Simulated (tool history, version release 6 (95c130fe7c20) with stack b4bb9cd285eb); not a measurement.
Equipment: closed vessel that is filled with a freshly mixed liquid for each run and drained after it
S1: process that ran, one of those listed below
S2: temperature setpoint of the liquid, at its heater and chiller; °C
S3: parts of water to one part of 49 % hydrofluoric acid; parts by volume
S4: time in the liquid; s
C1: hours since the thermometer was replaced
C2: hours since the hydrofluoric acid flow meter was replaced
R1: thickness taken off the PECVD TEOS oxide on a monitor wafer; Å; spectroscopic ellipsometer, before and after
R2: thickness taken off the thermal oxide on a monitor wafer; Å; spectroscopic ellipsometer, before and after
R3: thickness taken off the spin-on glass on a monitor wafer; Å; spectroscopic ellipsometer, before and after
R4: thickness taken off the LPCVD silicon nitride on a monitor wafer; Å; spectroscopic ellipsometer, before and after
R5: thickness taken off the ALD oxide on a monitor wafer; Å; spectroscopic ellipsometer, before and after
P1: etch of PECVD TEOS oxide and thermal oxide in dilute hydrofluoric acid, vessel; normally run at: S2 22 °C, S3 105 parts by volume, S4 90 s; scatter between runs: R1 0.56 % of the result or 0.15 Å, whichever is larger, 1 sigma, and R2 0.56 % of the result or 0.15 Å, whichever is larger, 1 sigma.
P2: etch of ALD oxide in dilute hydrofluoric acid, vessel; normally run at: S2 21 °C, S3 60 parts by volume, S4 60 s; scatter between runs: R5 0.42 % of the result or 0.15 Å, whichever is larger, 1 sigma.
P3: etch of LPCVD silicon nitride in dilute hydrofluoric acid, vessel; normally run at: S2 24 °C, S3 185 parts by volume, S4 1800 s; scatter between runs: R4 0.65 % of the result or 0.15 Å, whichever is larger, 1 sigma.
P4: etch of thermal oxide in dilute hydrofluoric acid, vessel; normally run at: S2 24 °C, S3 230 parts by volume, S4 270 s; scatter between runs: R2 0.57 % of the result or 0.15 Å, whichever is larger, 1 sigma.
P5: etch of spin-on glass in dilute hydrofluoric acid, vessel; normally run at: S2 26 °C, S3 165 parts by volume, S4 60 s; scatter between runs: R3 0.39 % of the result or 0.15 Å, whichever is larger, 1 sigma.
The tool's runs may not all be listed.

run 1 day=0.2 | S1=P1 S2=22 S3=105 S4=90 | C1=212.4 C2=139.8 | R1=148.07 R2=36.688
run 2 day=0.475 | S1=P4 S2=24 S3=230 S4=270 | C1=219 C2=146.4 | R2=45.695
run 3 day=0.779 | S1=P5 S2=26 S3=90 S4=60 | C1=226.3 C2=153.7 | R3=254.04
run 4 day=0.946 | S1=P1 S2=25.5 S3=150 S4=90 | C1=230.3 C2=157.7 | R1=112.25 R2=27.644
run 5 day=1.204 | S1=P1 S2=17 S3=105 S4=90 | C1=236.5 C2=163.9 | R1=119.58 R2=29.431
run 6 day=1.508 | S1=P1 S2=22 S3=35 S4=90 | C1=243.8 C2=171.2 | R1=487.59 R2=119.26
run 7 day=1.675 | S1=P3 S2=24 S3=185 S4=35 | C1=247.8 C2=175.2 | R4=0.96826
run 8 day=1.942 | S1=P5 S2=34 S3=165 S4=60 | C1=254.2 C2=181.6 | R3=166.53
run 9 day=2.246 | S1=P3 S2=24 S3=185 S4=1800 | C1=261.5 C2=188.9 | R4=47.856
run 10 day=2.479 | S1=P2 S2=21 S3=60 S4=90 | C1=267.1 C2=194.5 | R5=140.59
run 11 day=2.738 | S1=P5 S2=26 S3=165 S4=60 | C1=273.3 C2=200.7 | R3=124.9
run 12 day=3.108 | S1=P2 S2=21 S3=110 S4=60 | C1=282.2 C2=209.6 | R5=48.198
run 13 day=3.429 | S1=P4 S2=24 S3=230 S4=535 | C1=289.9 C2=217.3 | R2=92.106
run 14 day=3.621 | S1=P1 S2=22 S3=155 S4=155 | C1=294.5 C2=221.9 | R1=164.18 R2=40.499
run 15 day=3.908 | S1=P4 S2=31 S3=230 S4=270 | C1=301.4 C2=228.8 | R2=59.561
run 16 day=4.279 | S1=P3 S2=17.5 S3=185 S4=1800 | C1=310.3 C2=237.7 | R4=30.805
run 17 day=4.446 | S1=P2 S2=21 S3=60 S4=60 | C1=314.3 C2=241.7 | R5=92.711
run 18 day=4.688 | S1=P1 S2=22 S3=105 S4=90 | C1=320.1 C2=247.5 | R1=146.32 R2=36.317
run 19 day=4.946 | S1=P1 S2=22 S3=105 S4=165 | C1=326.3 C2=253.7 | R1=271.38 R2=66.69
run 20 day=5.279 | S1=P1 S2=30 S3=105 S4=90 | C1=334.3 C2=261.7 | R1=202.47 R2=50.048
run 21 day=5.467 | S1=P1 S2=22 S3=40 S4=50 | C1=338.8 C2=266.2 | R1=234.64 R2=57.436
run 22 day=5.679 | S1=P2 S2=17 S3=60 S4=60 | C1=343.9 C2=271.3 | R5=79.365
run 23 day=5.938 | S1=P1 S2=22 S3=105 S4=30 | C1=350.1 C2=277.5 | R1=48.562 R2=12.16
run 24 day=6.1 | S1=P1 S2=22 S3=105 S4=90 | C1=354 C2=281.4 | R1=146.29 R2=36.204
run 25 day=6.308 | S1=P5 S2=26 S3=165 S4=30 | C1=359 C2=286.4 | R3=62.598
run 26 day=6.508 | S1=P1 S2=22 S3=105 S4=90 | C1=363.8 C2=291.2 | R1=147.6 R2=36.898
run 27 day=6.721 | S1=P4 S2=24 S3=40 S4=270 | C1=368.9 C2=296.3 | R2=334.82
run 28 day=6.888 | S1=P1 S2=22 S3=155 S4=90 | C1=372.9 C2=300.3 | R1=95.377 R2=23.349
run 29 day=7.112 | S1=P2 S2=21 S3=60 S4=60 | C1=378.3 C2=305.7 | R5=92.881
run 30 day=7.329 | S1=P3 S2=24 S3=35 S4=1800 | C1=383.5 C2=310.9 | R4=244.65
run 31 day=7.496 | S1=P1 S2=22 S3=105 S4=90 | C1=387.5 C2=314.9 | R1=147.22 R2=36.435
run 32 day=7.829 | S1=P1 S2=22 S3=105 S4=90 | C1=395.5 C2=322.9 | R1=144.52 R2=35.831
run 33 day=8.204 | S1=P1 S2=22 S3=105 S4=90 | C1=404.5 C2=331.9 | R1=141.32 R2=34.648

Forecast run 34:
run 34 day=8.579 | S1=P1 S2=22 S3=105 S4=90 | C1=413.5 C2=340.9 | R1=? R2=?

R1: 141.62 Å
R2: 34.556 Å
